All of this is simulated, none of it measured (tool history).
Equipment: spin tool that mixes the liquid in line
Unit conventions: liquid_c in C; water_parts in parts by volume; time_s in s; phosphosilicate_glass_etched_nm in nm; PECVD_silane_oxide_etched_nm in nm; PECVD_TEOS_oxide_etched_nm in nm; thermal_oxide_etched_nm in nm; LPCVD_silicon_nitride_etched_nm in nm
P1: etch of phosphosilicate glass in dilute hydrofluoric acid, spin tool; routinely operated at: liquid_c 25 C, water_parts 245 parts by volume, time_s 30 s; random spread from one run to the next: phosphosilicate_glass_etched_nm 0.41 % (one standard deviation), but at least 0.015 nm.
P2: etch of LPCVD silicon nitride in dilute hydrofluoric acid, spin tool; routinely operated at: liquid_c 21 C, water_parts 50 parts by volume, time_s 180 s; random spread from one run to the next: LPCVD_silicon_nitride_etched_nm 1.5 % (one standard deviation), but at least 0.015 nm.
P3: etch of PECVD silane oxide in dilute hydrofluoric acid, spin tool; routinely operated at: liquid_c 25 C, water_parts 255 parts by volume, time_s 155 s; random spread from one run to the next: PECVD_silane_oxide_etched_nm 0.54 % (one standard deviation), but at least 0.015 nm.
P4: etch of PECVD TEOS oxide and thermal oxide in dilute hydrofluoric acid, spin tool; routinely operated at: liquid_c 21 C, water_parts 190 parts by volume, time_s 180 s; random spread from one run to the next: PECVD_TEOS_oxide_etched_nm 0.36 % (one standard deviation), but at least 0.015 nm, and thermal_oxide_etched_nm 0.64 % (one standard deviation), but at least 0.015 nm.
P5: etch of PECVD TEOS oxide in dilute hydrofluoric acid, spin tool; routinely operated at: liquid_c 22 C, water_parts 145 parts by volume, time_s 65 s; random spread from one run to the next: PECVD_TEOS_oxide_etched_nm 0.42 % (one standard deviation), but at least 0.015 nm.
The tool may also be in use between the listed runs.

run	hour	process	liquid_c	water_parts	time_s	hours since the thermometer was replaced	hours since the hydrofluoric acid flow meter was replaced	phosphosilicate_glass_etched_nm	PECVD_silane_oxide_etched_nm	PECVD_TEOS_oxide_etched_nm	thermal_oxide_etched_nm	LPCVD_silicon_nitride_etched_nm
1	4.5	P1	25	245	30	283.7	204.4	21.374				
2	11.4	P1	25	245	30	290.6	211.3	21.195				
3	16.2	P1	25	70	30	295.4	216.1	91.68				
4	19.8	P3	25	255	15	299	219.7		0.77464			
5	25.1	P1	25	245	30	304.3	225	21.269				
6	28.7	P4	21	110	180	307.9	228.6			15.104	6.6612	
7	34.2	P1	25	445	30	313.4	234.1	9.6406				
8	40.2	P1	20	245	30	319.4	240.1	17.785				
9	45.5	P1	29.5	245	30	324.7	245.4	25.024				
10	52.1	P3	19	255	155	331.3	252		6.4359			
11	57.2	P1	25	150	15	336.4	257.1	19.502				
12	60.8	P1	19.5	245	50	340	260.7	28.975				
13	64.9	P4	28	190	180	344.1	264.8			10.445	4.5945	
14	71.8	P1	25	245	55	351	271.7	39.272				
15	78.2	P5	28	145	65	357.4	278.1			9.2107		
16	84.2	P4	21	190	180	363.4	284.1			8.0477	3.5504	
17	90.3	P3	25	435	155	369.5	290.2		4.0031			
18	96.3	P1	29	90	30	375.5	296.2	81.063				
19	99.4	P1	25	245	30	378.6	299.3	21.294				
20	102.5	P1	25	245	15	381.7	302.4	10.742				
21	108.1	P5	22	240	65	387.3	308			4.002		
22	112	P2	17	50	180	391.2	311.9					1.0297
23	115.7	P5	22	145	100	394.9	315.6			11.292		
24	121.7	P5	22	145	65	400.9	321.6			7.4056		
25	127.7	P2	21	50	180	406.9	327.6					1.3891
26	132.3	P2	21	50	180	411.5	332.2					1.3616
27	136.1	P2	21	50	330	415.3	336					2.5279
28	139.7	P2	21	20	180	418.9	339.6					3.3569
29	145.9	P4	21	190	360	425.1	345.8			16.135	7.135	
30	149.8	P1	25	245	30	429	349.7	21.333				
31	153.6	P3	25	255	155	432.8	353.5		8.1052			
32	160.5	P1	25	245	30	439.7	360.4	21.384				
33	166.7	P1	25	245	30	445.9	366.6	20.882				
34	172.4	P1	25	245	30	451.6	372.3	20.533				
35	175.9	P1	25	245	30	455.1	375.8	20.282				
36	180.2	P1	25	245	30	459.4	380.1	20.145				
37	183.8	P1	25	245	30	463	383.7	19.91				
38	189.2	P1	25	245	30	468.4	389.1	19.963				
39	195.6	P1	25	245	30	474.8	395.5	19.944				
40	199.7	P1	25	245	30	478.9	399.6	19.902				
41	205	P1	25	245	30	484.2	404.9	19.732				
42	211	P1	25	245	30	490.2	410.9	19.757				
43	215.1	P1	25	245	30	494.3	415	19.754				

P1 no longer gives what it gave before; its output has crept away from where it was. The following 2 causes, each at its listed size, fit the log equally well:
A: liquid colder than its thermometer reads (K) = 2.14
B: hydrofluoric acid flow below the setpoint (%) = 5.9
Onset of the creep was near hour 160.5.

Below are 4 check runs, each averaged over 2 wafers, with their results shown as question marks. Which of them would give clearly different results depending on which cause is behind the drift?
check 1	219.2	P5	22	230	65					?		
check 2	219.2	P2	21	50	245							?
check 3	219.2	P4	27.5	190	355					?	?	
check 4	219.2	P3	25	415	15				?			

How each check would come out, cause by cause:
check	result	if A	if B
check 1	PECVD_TEOS_oxide_etched_nm	3.9256	3.9465
check 2	LPCVD_silicon_nitride_etched_nm	1.6198	1.7717
check 3	PECVD_TEOS_oxide_etched_nm	18.667	18.719
check 3	thermal_oxide_etched_nm	8.248	8.2713
check 4	PECVD_silane_oxide_etched_nm	0.38203	0.37663
Gap, in per cent, between the two causes that each check separates least, read from the result that separates them most: check 1 0.53 %; check 2 8.96 %; check 3 0.28 %; check 4 1.42 %
The causes can be told apart only by check 2. The other checks would give nearly the same results under each of them.

After running check 2, the following was obtained: LPCVD_silicon_nitride_etched_nm 1.7845 nm. Which cause does this point to?

The cause is B: hydrofluoric acid flow below the setpoint (%).
